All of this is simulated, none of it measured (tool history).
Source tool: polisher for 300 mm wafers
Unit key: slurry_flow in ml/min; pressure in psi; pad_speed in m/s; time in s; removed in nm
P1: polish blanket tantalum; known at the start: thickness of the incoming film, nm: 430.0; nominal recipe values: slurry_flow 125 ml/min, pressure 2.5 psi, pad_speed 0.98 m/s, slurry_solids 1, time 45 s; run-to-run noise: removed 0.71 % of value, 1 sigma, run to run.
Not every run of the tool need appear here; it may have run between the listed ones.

run	day	slurry_flow	pressure	pad_speed	slurry_solids	time	wafers polished on this pad	hours since the slurry nozzle was cleaned	hours since the head pressure was calibrated	hours since the slurry blender was calibrated	removed
1	0.45	125	2.5	0.98	1	45	329	322.5	798.7	52.5	108.66
2	0.925	125	2.5	0.98	1	45	427	333.9	810.1	63.9	107.67
3	1.488	125	3.5	0.98	1	45	543	347.4	823.6	77.4	150.71
4	1.925	125	1.2	0.6	1	45	633	357.9	834.1	87.9	31.922
5	2.45	125	2.5	0.98	1	45	742	370.5	846.7	100.5	108.17
6	2.975	125	2.5	0.98	1.35	45	850	383.1	859.3	113.1	116.93
7	3.458	175	2.5	0.98	1.45	45	950	394.7	870.9	124.7	127.64
8	3.8	125	2.5	0.98	1	45	1020	402.9	879.1	132.9	107.83
9	4.125	125	2.5	0.44	1	45	1087	410.7	886.9	140.7	48.629
10	4.433	125	1.5	0.98	1	45	1151	418.1	894.3	148.1	64.619
11	4.788	125	2.5	0.98	1	67	1224	426.6	902.8	156.6	163.12
12	5.388	125	2.5	0.98	1	23	1347	441	917.2	171	55.481
13	5.8	75	2.5	0.98	1	45	1432	450.9	927.1	180.9	95.304
14	6.425	125	2.5	0.98	1	45	1561	465.9	942.1	195.9	108.97
15	7.104	125	2.5	0.98	0.55	45	1701	482.2	958.4	212.2	88.711
16	7.417	125	2.5	1.54	1	45	1766	489.7	965.9	219.7	170.35
17	7.983	125	2.5	0.98	1	45	1883	503.3	979.5	233.3	108.92
18	8.475	195	2.5	0.98	1	45	1984	515.1	991.3	245.1	118.05
19	9.15	90	2.5	0.98	1.45	45	2123	531.3	1007.5	261.3	110.16
20	9.525	125	2.5	0.98	1	45	2200	540.3	1016.5	270.3	108.56
21	9.888	125	2.5	0.98	1	45	2275	549	1025.2	279	106.2
22	10.367	125	2.5	0.98	1	45	2374	560.5	1036.7	290.5	103.75

Run 23 has not been measured yet. What should we expect?
23	10.946	125	2.5	0.98	1	45	2493	574.4	1050.6	304.4	?

{"run 23": {"removed": 102.36}}

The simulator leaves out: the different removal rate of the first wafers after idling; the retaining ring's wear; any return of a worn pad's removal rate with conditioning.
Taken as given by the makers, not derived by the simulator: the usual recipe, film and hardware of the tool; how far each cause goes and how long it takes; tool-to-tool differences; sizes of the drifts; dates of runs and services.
